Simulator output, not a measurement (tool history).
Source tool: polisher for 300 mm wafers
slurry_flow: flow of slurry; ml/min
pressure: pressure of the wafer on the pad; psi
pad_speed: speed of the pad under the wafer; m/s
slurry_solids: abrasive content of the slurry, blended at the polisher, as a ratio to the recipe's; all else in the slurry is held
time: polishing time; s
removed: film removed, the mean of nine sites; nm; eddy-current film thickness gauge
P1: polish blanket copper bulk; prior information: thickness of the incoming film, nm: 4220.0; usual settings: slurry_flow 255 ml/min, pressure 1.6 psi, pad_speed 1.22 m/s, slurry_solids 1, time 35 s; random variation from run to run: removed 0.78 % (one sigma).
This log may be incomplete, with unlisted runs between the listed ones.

Run 1, hour 9.2: slurry_flow 255 ml/min, pressure 1.6 psi, pad_speed 1.22 m/s, slurry_solids 1, time 35 s. Result: removed 184.34 nm.
Run 2, hour 23.2: slurry_flow 255 ml/min, pressure 0.8 psi, pad_speed 1.22 m/s, slurry_solids 1, time 35 s. Result: removed 94.448 nm.
Run 3, hour 35.2: slurry_flow 255 ml/min, pressure 1.6 psi, pad_speed 1.22 m/s, slurry_solids 1, time 16 s. Result: removed 84.583 nm.
Run 4, hour 46.2: slurry_flow 155 ml/min, pressure 1.6 psi, pad_speed 1.22 m/s, slurry_solids 1, time 35 s. Result: removed 173.88 nm.
Run 5, hour 59.9: slurry_flow 255 ml/min, pressure 1.6 psi, pad_speed 1.22 m/s, slurry_solids 1, time 35 s. Result: removed 186.43 nm.
Run 6, hour 67.9: slurry_flow 255 ml/min, pressure 1.6 psi, pad_speed 0.54 m/s, slurry_solids 1, time 35 s. Result: removed 82.834 nm.
Run 7, hour 77.7: slurry_flow 255 ml/min, pressure 1.6 psi, pad_speed 1.62 m/s, slurry_solids 1, time 35 s. Result: removed 246.65 nm.
Run 8, hour 85.6: slurry_flow 360 ml/min, pressure 1.6 psi, pad_speed 1.22 m/s, slurry_solids 1, time 35 s. Result: removed 193.35 nm.
Run 9, hour 97.2: slurry_flow 255 ml/min, pressure 1.6 psi, pad_speed 1.22 m/s, slurry_solids 0.5, time 35 s. Result: removed 158.9 nm.
Run 10, hour 111.3: slurry_flow 255 ml/min, pressure 1.6 psi, pad_speed 1.22 m/s, slurry_solids 1.45, time 35 s. Result: removed 199.71 nm.
Run 11, hour 120.8: slurry_flow 255 ml/min, pressure 1.6 psi, pad_speed 1.22 m/s, slurry_solids 1, time 35 s. Result: removed 184.21 nm.
Run 12, hour 137.2: slurry_flow 255 ml/min, pressure 1.6 psi, pad_speed 1.22 m/s, slurry_solids 1, time 44 s. Result: removed 234.7 nm.
Run 13, hour 145.3: slurry_flow 255 ml/min, pressure 2.3 psi, pad_speed 1.22 m/s, slurry_solids 1, time 35 s. Result: removed 266.18 nm.
Run 14, hour 159.6: slurry_flow 255 ml/min, pressure 1.6 psi, pad_speed 1.22 m/s, slurry_solids 1, time 35 s. Result: removed 185.11 nm.
Run 15, hour 176.3: slurry_flow 255 ml/min, pressure 1.6 psi, pad_speed 1.64 m/s, slurry_solids 1, time 47 s. Result: removed 333.79 nm.
Run 16, hour 190.6: slurry_flow 255 ml/min, pressure 1.6 psi, pad_speed 1.22 m/s, slurry_solids 1, time 35 s. Result: removed 187.88 nm.
Run 17, hour 200.3: slurry_flow 255 ml/min, pressure 1.6 psi, pad_speed 1.22 m/s, slurry_solids 1, time 35 s. Result: removed 182.87 nm.
Run 18, hour 214.8: slurry_flow 255 ml/min, pressure 1.6 psi, pad_speed 1.22 m/s, slurry_solids 1, time 35 s. Result: removed 185.63 nm.

For run 19, what comes out?
Run 19, hour 225: slurry_flow 255 ml/min, pressure 1.6 psi, pad_speed 1.22 m/s, slurry_solids 1, time 35 s. Result: removed ?.

{"run 19": {"removed": 180.73}}
